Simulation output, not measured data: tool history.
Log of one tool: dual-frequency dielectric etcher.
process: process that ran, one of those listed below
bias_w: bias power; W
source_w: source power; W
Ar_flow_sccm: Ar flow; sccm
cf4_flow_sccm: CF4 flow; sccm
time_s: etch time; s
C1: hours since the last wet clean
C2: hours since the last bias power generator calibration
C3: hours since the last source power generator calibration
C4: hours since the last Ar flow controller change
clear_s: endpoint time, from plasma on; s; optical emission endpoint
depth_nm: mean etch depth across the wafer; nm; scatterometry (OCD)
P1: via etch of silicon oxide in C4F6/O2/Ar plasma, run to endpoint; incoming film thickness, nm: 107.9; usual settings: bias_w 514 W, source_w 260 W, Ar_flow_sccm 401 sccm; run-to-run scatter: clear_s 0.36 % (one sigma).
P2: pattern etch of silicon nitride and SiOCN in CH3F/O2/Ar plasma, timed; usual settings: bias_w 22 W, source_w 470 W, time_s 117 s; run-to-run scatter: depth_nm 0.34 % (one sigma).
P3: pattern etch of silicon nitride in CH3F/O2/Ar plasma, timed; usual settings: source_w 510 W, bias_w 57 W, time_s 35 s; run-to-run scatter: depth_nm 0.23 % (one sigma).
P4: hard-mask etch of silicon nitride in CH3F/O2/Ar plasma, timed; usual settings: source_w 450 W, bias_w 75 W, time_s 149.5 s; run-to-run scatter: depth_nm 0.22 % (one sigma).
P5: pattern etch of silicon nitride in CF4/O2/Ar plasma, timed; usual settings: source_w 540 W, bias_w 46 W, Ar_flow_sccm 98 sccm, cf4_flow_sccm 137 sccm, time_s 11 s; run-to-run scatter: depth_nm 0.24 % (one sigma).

{"run": 1, "hour": 6.4, "process": "P1", "bias_w": 514, "source_w": 260, "Ar_flow_sccm": 401, "C1": 252.3, "C2": 611.4, "C3": 2279.7, "C4": 1565.3, "clear_s": 28.387}
{"run": 2, "hour": 11.2, "process": "P5", "bias_w": 46, "source_w": 540, "Ar_flow_sccm": 137, "cf4_flow_sccm": 137, "time_s": 11, "C1": 257.1, "C2": 616.2, "C3": 2284.5, "C4": 1570.1, "depth_nm": 21.521}
{"run": 3, "hour": 15.2, "process": "P4", "bias_w": 47, "source_w": 450, "time_s": 149.5, "C1": 261.1, "C2": 620.2, "C3": 2288.5, "C4": 1574.1, "depth_nm": 94.66}
{"run": 4, "hour": 21.0, "process": "P5", "bias_w": 46, "source_w": 540, "Ar_flow_sccm": 98, "cf4_flow_sccm": 137, "time_s": 11, "C1": 266.9, "C2": 626, "C3": 2294.3, "C4": 1579.9, "depth_nm": 22.363}
{"run": 5, "hour": 27.7, "process": "P1", "bias_w": 379, "source_w": 260, "Ar_flow_sccm": 401, "C1": 273.6, "C2": 632.7, "C3": 2301, "C4": 1586.6, "clear_s": 31.933}
{"run": 6, "hour": 33.7, "process": "P1", "bias_w": 514, "source_w": 260, "Ar_flow_sccm": 401, "C1": 279.6, "C2": 638.7, "C3": 2307, "C4": 1592.6, "clear_s": 28.367}
{"run": 7, "hour": 39.1, "process": "P1", "bias_w": 322, "source_w": 190, "Ar_flow_sccm": 401, "C1": 285, "C2": 644.1, "C3": 2312.4, "C4": 1598, "clear_s": 37.665}
{"run": 8, "hour": 47.6, "process": "P1", "bias_w": 357, "source_w": 220, "Ar_flow_sccm": 401, "C1": 293.5, "C2": 652.6, "C3": 2320.9, "C4": 1606.5, "clear_s": 34.56}
{"run": 9, "hour": 55.6, "process": "P1", "bias_w": 514, "source_w": 260, "Ar_flow_sccm": 401, "C1": 301.5, "C2": 660.6, "C3": 2328.9, "C4": 1614.5, "clear_s": 28.344}
{"run": 10, "hour": 64.4, "process": "P2", "bias_w": 22, "source_w": 630, "time_s": 117, "C1": 310.3, "C2": 669.4, "C3": 2337.7, "C4": 1623.3, "depth_nm": 17.83}
{"run": 11, "hour": 71.0, "process": "P5", "bias_w": 46, "source_w": 540, "Ar_flow_sccm": 98, "cf4_flow_sccm": 137, "time_s": 7, "C1": 316.9, "C2": 676, "C3": 2344.3, "C4": 1629.9, "depth_nm": 14.207}
{"run": 12, "hour": 75.2, "process": "P1", "bias_w": 514, "source_w": 260, "Ar_flow_sccm": 487, "C1": 321.1, "C2": 680.2, "C3": 2348.5, "C4": 1634.1, "clear_s": 29.073}
{"run": 13, "hour": 82.0, "process": "P5", "bias_w": 32, "source_w": 540, "Ar_flow_sccm": 98, "cf4_flow_sccm": 137, "time_s": 11, "C1": 327.9, "C2": 687, "C3": 2355.3, "C4": 1640.9, "depth_nm": 19.881}
{"run": 14, "hour": 89.3, "process": "P5", "bias_w": 46, "source_w": 540, "Ar_flow_sccm": 98, "cf4_flow_sccm": 137, "time_s": 11, "C1": 335.2, "C2": 694.3, "C3": 2362.6, "C4": 1648.2, "depth_nm": 22.369}
{"run": 15, "hour": 97.1, "process": "P2", "bias_w": 22, "source_w": 470, "time_s": 117, "C1": 343, "C2": 702.1, "C3": 2370.4, "C4": 1656, "depth_nm": 16.128}
{"run": 16, "hour": 105.0, "process": "P3", "bias_w": 57, "source_w": 300, "time_s": 35, "C1": 350.9, "C2": 710, "C3": 2378.3, "C4": 1663.9, "depth_nm": 19.95}
{"run": 17, "hour": 111.1, "process": "P1", "bias_w": 642, "source_w": 260, "Ar_flow_sccm": 401, "C1": 357, "C2": 716.1, "C3": 2384.4, "C4": 1670, "clear_s": 26.062}
{"run": 18, "hour": 115.9, "process": "P1", "bias_w": 514, "source_w": 310, "Ar_flow_sccm": 496, "C1": 361.8, "C2": 720.9, "C3": 2389.2, "C4": 1674.8, "clear_s": 27.149}
{"run": 19, "hour": 124.3, "process": "P4", "bias_w": 75, "source_w": 280, "time_s": 149.5, "C1": 370.2, "C2": 729.3, "C3": 2397.6, "C4": 1683.2, "depth_nm": 91.954}
{"run": 20, "hour": 131.6, "process": "P1", "bias_w": 514, "source_w": 260, "Ar_flow_sccm": 401, "C1": 377.5, "C2": 736.6, "C3": 2404.9, "C4": 1690.5, "clear_s": 28.235}
{"run": 21, "hour": 139.9, "process": "P5", "bias_w": 46, "source_w": 540, "Ar_flow_sccm": 98, "cf4_flow_sccm": 85, "time_s": 11, "C1": 385.8, "C2": 744.9, "C3": 2413.2, "C4": 1698.8, "depth_nm": 21.053}
{"run": 22, "hour": 147.2, "process": "P3", "bias_w": 57, "source_w": 510, "time_s": 51.5, "C1": 393.1, "C2": 752.2, "C3": 2420.5, "C4": 1706.1, "depth_nm": 36.252}
{"run": 23, "hour": 154.9, "process": "P2", "bias_w": 13, "source_w": 470, "time_s": 117, "C1": 400.8, "C2": 759.9, "C3": 2428.2, "C4": 1713.8, "depth_nm": 12.908}
{"run": 24, "hour": 162.7, "process": "P3", "bias_w": 80, "source_w": 510, "time_s": 35, "C1": 408.6, "C2": 767.7, "C3": 2436, "C4": 1721.6, "depth_nm": 27.556}
{"run": 25, "hour": 169.7, "process": "P3", "bias_w": 57, "source_w": 510, "time_s": 35, "C1": 415.6, "C2": 774.7, "C3": 2443, "C4": 1728.6, "depth_nm": 24.597}
{"run": 26, "hour": 178.1, "process": "P2", "bias_w": 22, "source_w": 470, "time_s": 117, "C1": 424, "C2": 783.1, "C3": 2451.4, "C4": 1737, "depth_nm": 16.126}
{"run": 27, "hour": 186.3, "process": "P1", "bias_w": 514, "source_w": 210, "Ar_flow_sccm": 401, "C1": 432.2, "C2": 791.3, "C3": 2459.6, "C4": 1745.2, "clear_s": 30.704}
{"run": 28, "hour": 190.8, "process": "P4", "bias_w": 75, "source_w": 450, "time_s": 192, "C1": 436.7, "C2": 795.8, "C3": 2464.1, "C4": 1749.7, "depth_nm": 141.58}
{"run": 29, "hour": 196.1, "process": "P2", "bias_w": 22, "source_w": 470, "time_s": 64.5, "C1": 442, "C2": 801.1, "C3": 2469.4, "C4": 1755, "depth_nm": 8.8677}
{"hour": 200.7, "done": "Ar flow controller replaced"}
{"run": 30, "hour": 204.3, "process": "P1", "bias_w": 514, "source_w": 260, "Ar_flow_sccm": 281, "C1": 450.2, "C2": 809.3, "C3": 2477.6, "C4": 3.6, "clear_s": 27.198}
{"run": 31, "hour": 210.3, "process": "P3", "bias_w": 57, "source_w": 510, "time_s": 35, "C1": 456.2, "C2": 815.3, "C3": 2483.6, "C4": 9.6, "depth_nm": 24.586}
{"run": 32, "hour": 218.2, "process": "P1", "bias_w": 514, "source_w": 260, "Ar_flow_sccm": 401, "C1": 464.1, "C2": 823.2, "C3": 2491.5, "C4": 17.5, "clear_s": 28.27}
{"run": 33, "hour": 225.2, "process": "P5", "bias_w": 46, "source_w": 730, "Ar_flow_sccm": 98, "cf4_flow_sccm": 137, "time_s": 11, "C1": 471.1, "C2": 830.2, "C3": 2498.5, "C4": 24.5, "depth_nm": 29.204}
{"run": 34, "hour": 231.6, "process": "P1", "bias_w": 514, "source_w": 330, "Ar_flow_sccm": 401, "C1": 477.5, "C2": 836.6, "C3": 2504.9, "C4": 30.9, "clear_s": 26.023}
{"run": 35, "hour": 236.9, "process": "P1", "bias_w": 514, "source_w": 260, "Ar_flow_sccm": 401, "C1": 482.8, "C2": 841.9, "C3": 2510.2, "C4": 36.2, "clear_s": 28.275}
{"run": 36, "hour": 242.6, "process": "P4", "bias_w": 75, "source_w": 450, "time_s": 149.5, "C1": 488.5, "C2": 847.6, "C3": 2515.9, "C4": 41.9, "depth_nm": 110.71}
{"run": 37, "hour": 248.3, "process": "P4", "bias_w": 75, "source_w": 450, "time_s": 149.5, "C1": 494.2, "C2": 853.3, "C3": 2521.6, "C4": 47.6, "depth_nm": 110.5}
{"run": 38, "hour": 256.6, "process": "P1", "bias_w": 514, "source_w": 260, "Ar_flow_sccm": 401, "C1": 502.5, "C2": 861.6, "C3": 2529.9, "C4": 55.9, "clear_s": 28.463}
{"run": 39, "hour": 264.3, "process": "P1", "bias_w": 514, "source_w": 260, "Ar_flow_sccm": 401, "C1": 510.2, "C2": 869.3, "C3": 2537.6, "C4": 63.6, "clear_s": 28.312}
{"run": 40, "hour": 268.3, "process": "P1", "bias_w": 514, "source_w": 260, "Ar_flow_sccm": 401, "C1": 514.2, "C2": 873.3, "C3": 2541.6, "C4": 67.6, "clear_s": 28.258}
{"run": 41, "hour": 277.1, "process": "P1", "bias_w": 514, "source_w": 260, "Ar_flow_sccm": 401, "C1": 523, "C2": 882.1, "C3": 2550.4, "C4": 76.4, "clear_s": 28.035}
{"run": 42, "hour": 284.8, "process": "P1", "bias_w": 514, "source_w": 260, "Ar_flow_sccm": 401, "C1": 530.7, "C2": 889.8, "C3": 2558.1, "C4": 84.1, "clear_s": 27.924}
{"hour": 286.3, "done": "Ar flow controller replaced"}
{"run": 43, "hour": 289.5, "process": "P1", "bias_w": 514, "source_w": 260, "Ar_flow_sccm": 401, "C1": 535.4, "C2": 894.5, "C3": 2562.8, "C4": 3.3, "clear_s": 27.967}
{"hour": 290.3, "done": "wet clean of the chamber"}
{"run": 44, "hour": 294.1, "process": "P1", "bias_w": 514, "source_w": 260, "Ar_flow_sccm": 401, "C1": 3.8, "C2": 899.1, "C3": 2567.4, "C4": 7.9, "clear_s": 28.081}
{"run": 45, "hour": 299.2, "process": "P1", "bias_w": 514, "source_w": 260, "Ar_flow_sccm": 401, "C1": 8.9, "C2": 904.2, "C3": 2572.5, "C4": 13, "clear_s": 27.852}
{"run": 46, "hour": 307.5, "process": "P1", "bias_w": 514, "source_w": 260, "Ar_flow_sccm": 401, "C1": 17.2, "C2": 912.5, "C3": 2580.8, "C4": 21.3, "clear_s": 27.969}
{"run": 47, "hour": 313.3, "process": "P1", "bias_w": 514, "source_w": 260, "Ar_flow_sccm": 401, "C1": 23, "C2": 918.3, "C3": 2586.6, "C4": 27.1, "clear_s": 27.622}
{"run": 48, "hour": 318.1, "process": "P1", "bias_w": 514, "source_w": 260, "Ar_flow_sccm": 401, "C1": 27.8, "C2": 923.1, "C3": 2591.4, "C4": 31.9, "clear_s": 27.918}
{"run": 49, "hour": 322.4, "process": "P1", "bias_w": 514, "source_w": 260, "Ar_flow_sccm": 401, "C1": 32.1, "C2": 927.4, "C3": 2595.7, "C4": 36.2, "clear_s": 27.734}

What P1 gives has crept away from where it was. These 2 causes fit the log equally well, each at the size given:
A: bias power that arrives over what is set, % = 4.73
B: source power that arrives over what is set, % = 4.97
The creep began at about hour 264.3.
Why every other cause is out:
chamber walls in a state that raises the etch rate, %: serviced at hour 290.3, which brought nothing back
Ar flow that arrives under what is set, %: serviced at hour 286.3, which brought nothing back

4 check runs are offered, one wafer each, their results left as question marks. Which one tells the causes apart?
{"run": "check 1", "hour": 326.7, "process": "P2", "bias_w": 16, "source_w": 470, "time_s": 70.5, "depth_nm": "?"}
{"run": "check 2", "hour": 326.7, "process": "P4", "bias_w": 59, "source_w": 330, "time_s": 149.5, "depth_nm": "?"}
{"run": "check 3", "hour": 326.7, "process": "P3", "bias_w": 75, "source_w": 400, "time_s": 35, "depth_nm": "?"}
{"run": "check 4", "hour": 326.7, "process": "P5", "bias_w": 46, "source_w": 540, "Ar_flow_sccm": 130, "cf4_flow_sccm": 137, "time_s": 11, "depth_nm": "?"}

What each check would give under each cause:
check=check_1 result=depth_nm if_A=8.6281 if_B=8.6157
check=check_2 result=depth_nm if_A=91.863 if_B=92.148
check=check_3 result=depth_nm if_A=24.9 if_B=24.957
check=check_4 result=depth_nm if_A=22.002 if_B=22.573
How far apart the two closest causes lie, in the result that separates them most: check 1 0.14 %; check 2 0.31 %; check 3 0.23 %; check 4 2.56 %
Check 4 tells the causes apart: in the others they would give nearly the same result.

Then check 4 was run and gave: depth_nm 22.647 nm. Which cause is it?

It is B: source power that arrives over what is set, %.
